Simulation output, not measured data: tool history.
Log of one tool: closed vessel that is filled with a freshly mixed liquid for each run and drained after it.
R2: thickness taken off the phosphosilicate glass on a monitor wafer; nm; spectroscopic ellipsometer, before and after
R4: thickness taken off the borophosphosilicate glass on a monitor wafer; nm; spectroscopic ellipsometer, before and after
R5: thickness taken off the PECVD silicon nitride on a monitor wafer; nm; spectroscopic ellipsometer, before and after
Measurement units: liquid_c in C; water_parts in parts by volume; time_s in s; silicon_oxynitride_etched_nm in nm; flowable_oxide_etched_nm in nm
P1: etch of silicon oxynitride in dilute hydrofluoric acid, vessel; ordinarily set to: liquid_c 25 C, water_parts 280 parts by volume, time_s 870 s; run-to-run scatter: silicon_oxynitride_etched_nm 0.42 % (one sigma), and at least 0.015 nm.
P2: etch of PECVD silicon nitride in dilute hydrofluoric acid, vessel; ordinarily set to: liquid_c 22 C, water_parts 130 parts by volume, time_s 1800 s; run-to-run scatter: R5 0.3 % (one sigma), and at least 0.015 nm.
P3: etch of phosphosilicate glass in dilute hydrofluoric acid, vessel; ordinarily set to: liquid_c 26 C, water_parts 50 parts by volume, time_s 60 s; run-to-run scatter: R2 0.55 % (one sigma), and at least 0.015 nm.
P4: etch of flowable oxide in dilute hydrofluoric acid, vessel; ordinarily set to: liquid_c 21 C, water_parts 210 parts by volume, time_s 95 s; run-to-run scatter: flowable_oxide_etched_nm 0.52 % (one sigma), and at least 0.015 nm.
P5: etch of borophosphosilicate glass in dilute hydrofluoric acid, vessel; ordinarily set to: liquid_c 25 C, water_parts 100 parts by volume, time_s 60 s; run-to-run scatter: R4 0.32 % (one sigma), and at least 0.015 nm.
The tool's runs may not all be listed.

Run 1, hour 6.3: process P1, liquid_c 25 C, water_parts 280 parts by volume, time_s 870 s. Result: silicon_oxynitride_etched_nm 7.4058 nm.
Run 2, hour 14.5: process P1, liquid_c 25 C, water_parts 280 parts by volume, time_s 1255 s. Result: silicon_oxynitride_etched_nm 10.724 nm.
Run 3, hour 19.5: process P1, liquid_c 25 C, water_parts 280 parts by volume, time_s 870 s. Result: silicon_oxynitride_etched_nm 7.4209 nm.
Run 4, hour 24: process P3, liquid_c 32 C, water_parts 50 parts by volume, time_s 60 s. Result: R2 290.54 nm.
Run 5, hour 30.3: process P1, liquid_c 25 C, water_parts 280 parts by volume, time_s 330 s. Result: silicon_oxynitride_etched_nm 2.8274 nm.
Run 6, hour 35.5: process P4, liquid_c 21 C, water_parts 210 parts by volume, time_s 95 s. Result: flowable_oxide_etched_nm 9.0634 nm.
Run 7, hour 39.3: process P4, liquid_c 21 C, water_parts 210 parts by volume, time_s 170 s. Result: flowable_oxide_etched_nm 16.341 nm.
Run 8, hour 44.1: process P5, liquid_c 25 C, water_parts 100 parts by volume, time_s 90 s. Result: R4 53.567 nm.
Run 9, hour 47.7: process P2, liquid_c 22 C, water_parts 220 parts by volume, time_s 1800 s. Result: R5 15.464 nm.
Run 10, hour 51.4: process P1, liquid_c 31 C, water_parts 280 parts by volume, time_s 870 s. Result: silicon_oxynitride_etched_nm 9.3596 nm.
Run 11, hour 56: process P2, liquid_c 27 C, water_parts 130 parts by volume, time_s 1800 s. Result: R5 35.663 nm.
Run 12, hour 59.7: process P1, liquid_c 25 C, water_parts 425 parts by volume, time_s 870 s. Result: silicon_oxynitride_etched_nm 4.3635 nm.
Run 13, hour 64.1: process P2, liquid_c 22 C, water_parts 130 parts by volume, time_s 1800 s. Result: R5 25.979 nm.
Run 14, hour 68.1: process P1, liquid_c 18.5 C, water_parts 280 parts by volume, time_s 870 s. Result: silicon_oxynitride_etched_nm 5.5423 nm.
Run 15, hour 75.6: process P1, liquid_c 25 C, water_parts 280 parts by volume, time_s 870 s. Result: silicon_oxynitride_etched_nm 7.3756 nm.
Run 16, hour 80.1: process P3, liquid_c 26 C, water_parts 50 parts by volume, time_s 30 s. Result: R2 115.75 nm.
Run 17, hour 85.3: process P1, liquid_c 25 C, water_parts 280 parts by volume, time_s 870 s. Result: silicon_oxynitride_etched_nm 7.4381 nm.
Run 18, hour 92: process P1, liquid_c 25 C, water_parts 280 parts by volume, time_s 870 s. Result: silicon_oxynitride_etched_nm 7.3728 nm.
Run 19, hour 98.4: process P4, liquid_c 21 C, water_parts 210 parts by volume, time_s 95 s. Result: flowable_oxide_etched_nm 9.0718 nm.
Run 20, hour 103.5: process P3, liquid_c 26 C, water_parts 30 parts by volume, time_s 60 s. Result: R2 393.66 nm.
At hour 110.2: hydrofluoric acid flow meter replaced.
Run 21, hour 110.6: process P1, liquid_c 25 C, water_parts 280 parts by volume, time_s 870 s. Result: silicon_oxynitride_etched_nm 7.3792 nm.
Run 22, hour 118.7: process P5, liquid_c 25 C, water_parts 100 parts by volume, time_s 60 s. Result: R4 35.615 nm.
Run 23, hour 122.9: process P5, liquid_c 32.5 C, water_parts 100 parts by volume, time_s 60 s. Result: R4 47.367 nm.
Run 24, hour 128.6: process P3, liquid_c 26 C, water_parts 50 parts by volume, time_s 60 s. Result: R2 229.49 nm.
Run 25, hour 135.1: process P2, liquid_c 22 C, water_parts 130 parts by volume, time_s 720 s. Result: R5 10.39 nm.
Run 26, hour 139.3: process P1, liquid_c 29.5 C, water_parts 280 parts by volume, time_s 1550 s. Result: silicon_oxynitride_etched_nm 15.937 nm.
Run 27, hour 144.7: process P2, liquid_c 22 C, water_parts 130 parts by volume, time_s 1800 s. Result: R5 25.945 nm.
Run 28, hour 148.7: process P4, liquid_c 21 C, water_parts 80 parts by volume, time_s 95 s. Result: flowable_oxide_etched_nm 27.239 nm.
Run 29, hour 152.8: process P3, liquid_c 26 C, water_parts 50 parts by volume, time_s 60 s. Result: R2 229.3 nm.
Run 30, hour 159.7: process P5, liquid_c 25 C, water_parts 170 parts by volume, time_s 60 s. Result: R4 19.195 nm.
Run 31, hour 165.1: process P1, liquid_c 25 C, water_parts 160 parts by volume, time_s 870 s. Result: silicon_oxynitride_etched_nm 14.258 nm.
Run 32, hour 171.1: process P4, liquid_c 17 C, water_parts 210 parts by volume, time_s 95 s. Result: flowable_oxide_etched_nm 7.8753 nm.
Run 33, hour 174.8: process P1, liquid_c 25 C, water_parts 280 parts by volume, time_s 870 s. Result: silicon_oxynitride_etched_nm 7.3733 nm.

For run 34, what comes out?
Run 34, hour 181.8: process P1, liquid_c 25 C, water_parts 280 parts by volume, time_s 870 s. Result: silicon_oxynitride_etched_nm ?.

Run 34 gave silicon_oxynitride_etched_nm 7.7811 nm.
